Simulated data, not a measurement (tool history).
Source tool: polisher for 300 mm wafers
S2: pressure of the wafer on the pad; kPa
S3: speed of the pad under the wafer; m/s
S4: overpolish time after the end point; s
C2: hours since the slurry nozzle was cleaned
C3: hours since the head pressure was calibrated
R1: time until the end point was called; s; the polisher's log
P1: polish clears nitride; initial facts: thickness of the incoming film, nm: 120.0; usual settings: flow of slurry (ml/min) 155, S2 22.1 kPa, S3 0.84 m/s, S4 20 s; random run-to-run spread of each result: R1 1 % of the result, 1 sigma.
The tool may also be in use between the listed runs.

run 1 hour=12.5 | flow_of_slurry_(ml/min)=155 S2=22.1 S3=0.84 S4=20 | wafers_polished_on_this_pad=168 C2=74.6 C3=303.1 | R1=119.61
run 2 hour=30 | flow_of_slurry_(ml/min)=155 S2=13.1 S3=0.62 S4=20 | wafers_polished_on_this_pad=256 C2=92.1 C3=320.6 | R1=274.93
run 3 hour=47.8 | flow_of_slurry_(ml/min)=155 S2=22.1 S3=0.84 S4=6 | wafers_polished_on_this_pad=346 C2=109.9 C3=338.4 | R1=118.97
run 4 hour=62.5 | flow_of_slurry_(ml/min)=155 S2=22.1 S3=1.32 S4=20 | wafers_polished_on_this_pad=419 C2=124.6 C3=353.1 | R1=75.903
run 5 hour=79.1 | flow_of_slurry_(ml/min)=155 S2=10.3 S3=0.84 S4=20 | wafers_polished_on_this_pad=503 C2=141.2 C3=369.7 | R1=252.26
run 6 hour=87.7 | flow_of_slurry_(ml/min)=155 S2=22.1 S3=0.84 S4=20 | wafers_polished_on_this_pad=546 C2=149.8 C3=378.3 | R1=118.41
run 7 hour=103.2 | flow_of_slurry_(ml/min)=155 S2=22.1 S3=0.46 S4=20 | wafers_polished_on_this_pad=624 C2=165.3 C3=393.8 | R1=219.39
run 8 hour=115 | flow_of_slurry_(ml/min)=95 S2=22.1 S3=0.84 S4=20 | wafers_polished_on_this_pad=683 C2=177.1 C3=405.6 | R1=132.35
run 9 hour=123.3 | flow_of_slurry_(ml/min)=155 S2=29.6 S3=0.84 S4=20 | wafers_polished_on_this_pad=725 C2=185.4 C3=413.9 | R1=89.494
run 10 hour=133.5 | flow_of_slurry_(ml/min)=155 S2=22.1 S3=0.4 S4=7 | wafers_polished_on_this_pad=776 C2=195.6 C3=424.1 | R1=250.42
run 11 hour=148 | flow_of_slurry_(ml/min)=200 S2=22.1 S3=0.84 S4=20 | wafers_polished_on_this_pad=849 C2=210.1 C3=438.6 | R1=113.25
-- hour=154 head pressure recalibrated
run 12 hour=162.9 | flow_of_slurry_(ml/min)=155 S2=22.1 S3=0.84 S4=39 | wafers_polished_on_this_pad=924 C2=225 C3=9 | R1=117.05
run 13 hour=175 | flow_of_slurry_(ml/min)=155 S2=22.1 S3=0.84 S4=20 | wafers_polished_on_this_pad=985 C2=237.1 C3=21.1 | R1=119.45
run 14 hour=192.5 | flow_of_slurry_(ml/min)=155 S2=22.1 S3=0.84 S4=20 | wafers_polished_on_this_pad=1073 C2=254.6 C3=38.6 | R1=117.21
run 15 hour=205.7 | flow_of_slurry_(ml/min)=155 S2=22.1 S3=0.84 S4=20 | wafers_polished_on_this_pad=1139 C2=267.8 C3=51.8 | R1=117.9
run 16 hour=222.6 | flow_of_slurry_(ml/min)=155 S2=22.1 S3=0.84 S4=20 | wafers_polished_on_this_pad=1224 C2=284.7 C3=68.7 | R1=120.33
run 17 hour=236.7 | flow_of_slurry_(ml/min)=155 S2=22.1 S3=0.84 S4=20 | wafers_polished_on_this_pad=1295 C2=298.8 C3=82.8 | R1=119.17
run 18 hour=249.4 | flow_of_slurry_(ml/min)=155 S2=22.1 S3=0.84 S4=20 | wafers_polished_on_this_pad=1358 C2=311.5 C3=95.5 | R1=122.94
run 19 hour=263.1 | flow_of_slurry_(ml/min)=155 S2=22.1 S3=0.84 S4=20 | wafers_polished_on_this_pad=1427 C2=325.2 C3=109.2 | R1=121.92
-- hour=272.3 head pressure recalibrated
run 20 hour=275.4 | flow_of_slurry_(ml/min)=155 S2=22.1 S3=0.84 S4=20 | wafers_polished_on_this_pad=1489 C2=337.5 C3=3.1 | R1=125.76
run 21 hour=287.6 | flow_of_slurry_(ml/min)=155 S2=22.1 S3=0.84 S4=20 | wafers_polished_on_this_pad=1550 C2=349.7 C3=15.3 | R1=126.91
run 22 hour=295.7 | flow_of_slurry_(ml/min)=155 S2=22.1 S3=0.84 S4=20 | wafers_polished_on_this_pad=1591 C2=357.8 C3=23.4 | R1=128.22
run 23 hour=309.8 | flow_of_slurry_(ml/min)=155 S2=22.1 S3=0.84 S4=20 | wafers_polished_on_this_pad=1662 C2=371.9 C3=37.5 | R1=127.53
run 24 hour=324.5 | flow_of_slurry_(ml/min)=155 S2=22.1 S3=0.84 S4=20 | wafers_polished_on_this_pad=1736 C2=386.6 C3=52.2 | R1=128.44
run 25 hour=333.3 | flow_of_slurry_(ml/min)=155 S2=22.1 S3=0.84 S4=20 | wafers_polished_on_this_pad=1780 C2=395.4 C3=61 | R1=124.67

The log shows P1 creeping away from where it was. Any of the 2 causes listed here, at the size stated for it, fits the log just as well as the others:
A: removal rate lost through wear of the pad, % = 7.11
B: slurry flow missing at the pad, % = 31.1
The drift started at roughly hour 236.7.
What rules out each remaining cause:
head's pressure below its setpoint, %: serviced at hour 272.3, which brought nothing back

You are offered 4 check runs, listed below with question marks in place of their results; each one averages 5 wafers. Which run separates the listed causes by giving clearly different results for each?
run check 1 hour=342.1 | flow_of_slurry_(ml/min)=155 S2=22.1 S3=1.16 S4=28 | R1=?
run check 2 hour=342.1 | flow_of_slurry_(ml/min)=155 S2=22.1 S3=0.84 S4=33 | R1=?
run check 3 hour=342.1 | flow_of_slurry_(ml/min)=95 S2=22.1 S3=0.84 S4=10 | R1=?
run check 4 hour=342.1 | flow_of_slurry_(ml/min)=155 S2=22.1 S3=0.84 S4=30 | R1=?

If the cause were each of the candidates in turn, the checks would give the following:
check=check_1 result=R1 if_A=92.536 if_B=92.542
check=check_2 result=R1 if_A=127.79 if_B=127.8
check=check_3 result=R1 if_A=141.59 if_B=147.35
check=check_4 result=R1 if_A=127.79 if_B=127.8
Smallest distance between any two causes, each pair judged by its most separating result, in per cent: check 1 0.01 %; check 2 0.01 %; check 3 3.98 %; check 4 0.01 %
The causes can be told apart only by check 3. The other checks would give nearly the same results under each of them.

Then check 3 was run and gave: R1 141.76 s. Which cause is it?

Of the candidate causes, it is A: removal rate lost through wear of the pad, %.
